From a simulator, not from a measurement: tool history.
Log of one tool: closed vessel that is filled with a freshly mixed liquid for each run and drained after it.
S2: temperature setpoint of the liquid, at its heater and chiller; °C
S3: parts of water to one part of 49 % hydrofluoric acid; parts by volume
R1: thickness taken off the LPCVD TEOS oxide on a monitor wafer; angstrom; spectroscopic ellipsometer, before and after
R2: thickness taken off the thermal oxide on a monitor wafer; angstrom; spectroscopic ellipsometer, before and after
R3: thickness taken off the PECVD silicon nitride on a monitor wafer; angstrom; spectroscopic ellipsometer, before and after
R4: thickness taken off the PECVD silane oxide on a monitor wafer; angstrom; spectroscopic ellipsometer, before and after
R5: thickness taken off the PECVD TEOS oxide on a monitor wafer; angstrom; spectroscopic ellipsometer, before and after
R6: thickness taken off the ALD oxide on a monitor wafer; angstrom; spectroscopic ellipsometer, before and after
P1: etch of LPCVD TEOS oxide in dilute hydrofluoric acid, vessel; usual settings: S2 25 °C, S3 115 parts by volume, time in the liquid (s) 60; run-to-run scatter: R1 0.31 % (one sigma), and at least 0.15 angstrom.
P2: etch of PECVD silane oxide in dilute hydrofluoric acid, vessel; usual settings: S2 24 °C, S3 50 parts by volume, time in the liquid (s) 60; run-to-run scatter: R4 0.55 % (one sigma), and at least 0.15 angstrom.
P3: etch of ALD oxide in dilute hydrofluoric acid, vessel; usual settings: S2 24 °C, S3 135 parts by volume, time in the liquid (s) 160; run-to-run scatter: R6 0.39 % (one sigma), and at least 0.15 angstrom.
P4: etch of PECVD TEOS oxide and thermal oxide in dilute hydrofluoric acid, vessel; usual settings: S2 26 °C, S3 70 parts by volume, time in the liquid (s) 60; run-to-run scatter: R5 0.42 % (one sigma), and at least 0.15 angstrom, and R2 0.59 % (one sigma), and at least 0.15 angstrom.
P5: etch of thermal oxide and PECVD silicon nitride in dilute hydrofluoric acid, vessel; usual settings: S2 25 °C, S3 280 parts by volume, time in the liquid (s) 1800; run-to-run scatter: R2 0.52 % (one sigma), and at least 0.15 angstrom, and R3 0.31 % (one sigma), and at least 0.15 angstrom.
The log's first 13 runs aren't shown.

run 14 day=2.567 | process_that_ran=P2 S2=28.5 S3=50 time_in_the_liquid_(s)=60 | R4=396.88
run 15 day=2.712 | process_that_ran=P4 S2=26 S3=70 time_in_the_liquid_(s)=60 | R2=45.127 R5=119.21
run 16 day=2.862 | process_that_ran=P2 S2=24 S3=50 time_in_the_liquid_(s)=60 | R4=328.43
run 17 day=3.017 | process_that_ran=P3 S2=24 S3=135 time_in_the_liquid_(s)=30 | R6=47.732
run 18 day=3.154 | process_that_ran=P3 S2=17 S3=135 time_in_the_liquid_(s)=160 | R6=192.3
run 19 day=3.35 | process_that_ran=P1 S2=31 S3=115 time_in_the_liquid_(s)=60 | R1=380.6
run 20 day=3.488 | process_that_ran=P1 S2=20.5 S3=115 time_in_the_liquid_(s)=60 | R1=254.71
run 21 day=3.679 | process_that_ran=P1 S2=25 S3=115 time_in_the_liquid_(s)=60 | R1=302.88
run 22 day=3.933 | process_that_ran=P4 S2=26 S3=20 time_in_the_liquid_(s)=60 | R2=168.54 R5=449.52
run 23 day=4.112 | process_that_ran=P1 S2=25 S3=115 time_in_the_liquid_(s)=100 | R1=504.72
run 24 day=4.338 | process_that_ran=P1 S2=25 S3=185 time_in_the_liquid_(s)=60 | R1=173.74

Run 25 comes next. What will it give?
run 25 day=4.571 | process_that_ran=P4 S2=26 S3=70 time_in_the_liquid_(s)=30 | R2=? R5=?

{"run 25": {"R2": 22.233, "R5": 59.57}}
